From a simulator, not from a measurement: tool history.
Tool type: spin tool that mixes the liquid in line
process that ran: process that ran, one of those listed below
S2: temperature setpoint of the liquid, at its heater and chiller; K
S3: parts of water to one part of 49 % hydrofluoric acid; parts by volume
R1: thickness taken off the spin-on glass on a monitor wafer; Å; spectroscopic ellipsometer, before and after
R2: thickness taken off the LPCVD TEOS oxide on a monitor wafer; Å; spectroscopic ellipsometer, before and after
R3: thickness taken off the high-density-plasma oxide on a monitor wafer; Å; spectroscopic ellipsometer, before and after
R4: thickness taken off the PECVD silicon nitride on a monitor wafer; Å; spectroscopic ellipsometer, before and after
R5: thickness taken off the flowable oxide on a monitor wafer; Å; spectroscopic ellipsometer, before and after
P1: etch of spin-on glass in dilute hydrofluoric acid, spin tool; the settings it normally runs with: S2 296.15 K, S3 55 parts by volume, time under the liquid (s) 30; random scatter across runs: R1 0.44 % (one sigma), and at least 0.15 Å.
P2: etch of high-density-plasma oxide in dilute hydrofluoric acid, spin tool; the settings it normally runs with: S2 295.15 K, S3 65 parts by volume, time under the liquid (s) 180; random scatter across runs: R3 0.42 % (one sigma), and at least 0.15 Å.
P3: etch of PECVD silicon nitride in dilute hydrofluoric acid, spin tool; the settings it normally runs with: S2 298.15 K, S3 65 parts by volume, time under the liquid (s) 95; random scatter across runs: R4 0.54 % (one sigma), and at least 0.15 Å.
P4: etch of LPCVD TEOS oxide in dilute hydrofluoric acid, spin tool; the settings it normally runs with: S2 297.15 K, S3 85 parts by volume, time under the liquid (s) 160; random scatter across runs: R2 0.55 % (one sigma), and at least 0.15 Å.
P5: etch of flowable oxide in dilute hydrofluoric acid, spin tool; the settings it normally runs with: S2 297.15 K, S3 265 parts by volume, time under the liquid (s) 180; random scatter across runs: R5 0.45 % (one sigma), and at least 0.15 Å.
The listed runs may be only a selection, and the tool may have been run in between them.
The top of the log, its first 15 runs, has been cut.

Run 16, hour 80.3: process that ran P5, S2 297.15 K, S3 265 parts by volume, time under the liquid (s) 180. Result: R5 161.490 Å.
Run 17, hour 85.3: process that ran P1, S2 296.15 K, S3 55 parts by volume, time under the liquid (s) 30. Result: R1 245.36 Å.
Run 18, hour 91.8: process that ran P1, S2 296.15 K, S3 95 parts by volume, time under the liquid (s) 30. Result: R1 136.08 Å.
Run 19, hour 96.0: process that ran P4, S2 297.15 K, S3 145 parts by volume, time under the liquid (s) 160. Result: R2 176.770 Å.
Run 20, hour 99.7: process that ran P1, S2 296.15 K, S3 55 parts by volume, time under the liquid (s) 30. Result: R1 242.97 Å.
Run 21, hour 105.5: process that ran P5, S2 297.15 K, S3 265 parts by volume, time under the liquid (s) 15. Result: R5 13.791 Å.
Run 22, hour 108.8: process that ran P2, S2 295.15 K, S3 65 parts by volume, time under the liquid (s) 180. Result: R3 143.910 Å.
Run 23, hour 115.1: process that ran P1, S2 296.15 K, S3 55 parts by volume, time under the liquid (s) 55. Result: R1 450.57 Å.
Run 24, hour 118.2: process that ran P1, S2 296.15 K, S3 20 parts by volume, time under the liquid (s) 30. Result: R1 699.97 Å.
Run 25, hour 123.2: process that ran P4, S2 290.15 K, S3 85 parts by volume, time under the liquid (s) 160. Result: R2 243.440 Å.
At hour 127.2: thermometer replaced.
Run 26, hour 129.5: process that ran P3, S2 304.15 K, S3 65 parts by volume, time under the liquid (s) 95. Result: R4 98.641 Å.
Run 27, hour 136.3: process that ran P1, S2 300.15 K, S3 55 parts by volume, time under the liquid (s) 15. Result: R1 144.49 Å.
Run 28, hour 141.6: process that ran P4, S2 297.15 K, S3 85 parts by volume, time under the liquid (s) 40. Result: R2 82.529 Å.
Run 29, hour 146.8: process that ran P1, S2 296.15 K, S3 55 parts by volume, time under the liquid (s) 30. Result: R1 245.88 Å.
Run 30, hour 152.0: process that ran P2, S2 295.15 K, S3 65 parts by volume, time under the liquid (s) 300. Result: R3 240.090 Å.
Run 31, hour 158.9: process that ran P5, S2 297.15 K, S3 70 parts by volume, time under the liquid (s) 180. Result: R5 771.800 Å.
Run 32, hour 164.5: process that ran P1, S2 290.15 K, S3 55 parts by volume, time under the liquid (s) 30. Result: R1 190.19 Å.

The next listed run, before its measurement:
Run 33, hour 169.3: process that ran P1, S2 296.15 K, S3 55 parts by volume, time under the liquid (s) 30. Result: R1 ?.

Run 33 measured R1 246.68 Å.
